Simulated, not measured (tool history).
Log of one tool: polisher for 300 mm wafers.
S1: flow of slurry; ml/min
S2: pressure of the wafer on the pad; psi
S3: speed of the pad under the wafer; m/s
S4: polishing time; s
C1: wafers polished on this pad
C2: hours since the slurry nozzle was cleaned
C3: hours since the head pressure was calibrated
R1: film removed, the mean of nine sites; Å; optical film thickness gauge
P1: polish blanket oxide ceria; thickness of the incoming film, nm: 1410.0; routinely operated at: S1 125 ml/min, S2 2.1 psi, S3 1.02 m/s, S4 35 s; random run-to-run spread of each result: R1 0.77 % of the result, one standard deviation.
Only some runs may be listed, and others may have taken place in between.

| run | hour | S1 | S2 | S3 | S4 | C1 | C2 | C3 | R1 |
|---|---|---|---|---|---|---|---|---|---|
| 1 | 7.2 | 125 | 2.1 | 1.02 | 35 | 754 | 324 | 1010.9 | 970.87 |
| 2 | 15.3 | 125 | 2.1 | 1.02 | 35 | 858 | 332.1 | 1019 | 985.26 |
| 3 | 23.8 | 165 | 2.1 | 1.02 | 35 | 966 | 340.6 | 1027.5 | 1032 |
| 4 | 30.9 | 125 | 2.1 | 1.02 | 49 | 1057 | 347.7 | 1034.6 | 1388.3 |
| 5 | 41.7 | 125 | 2.1 | 1.02 | 35 | 1196 | 358.5 | 1045.4 | 976.58 |
| 6 | 48.9 | 75 | 2.1 | 1.02 | 49 | 1288 | 365.7 | 1052.6 | 1206.3 |
| 7 | 54.6 | 125 | 2.1 | 1.62 | 35 | 1361 | 371.4 | 1058.3 | 1542.2 |
| 8 | 64.7 | 125 | 2.1 | 0.64 | 35 | 1490 | 381.5 | 1068.4 | 606.42 |
| 9 | 73.7 | 125 | 3.3 | 1.02 | 35 | 1605 | 390.5 | 1077.4 | 1522.2 |
| 10 | 79.1 | 75 | 2.1 | 1.02 | 35 | 1674 | 395.9 | 1082.8 | 852.01 |
| 11 | 88.4 | 125 | 2.1 | 1.02 | 19 | 1793 | 405.2 | 1092.1 | 526.69 |
| 12 | 95.7 | 125 | 2.1 | 1.02 | 35 | 1887 | 412.5 | 1099.4 | 983.81 |
| 13 | 105.8 | 125 | 1 | 1.02 | 35 | 2016 | 422.6 | 1109.5 | 464.64 |

Predict the results of run 14:
| 14 | 112.7 | 125 | 2.1 | 1.02 | 35 | 2104 | 429.5 | 1116.4 | ? |

R1: 968.02 Å

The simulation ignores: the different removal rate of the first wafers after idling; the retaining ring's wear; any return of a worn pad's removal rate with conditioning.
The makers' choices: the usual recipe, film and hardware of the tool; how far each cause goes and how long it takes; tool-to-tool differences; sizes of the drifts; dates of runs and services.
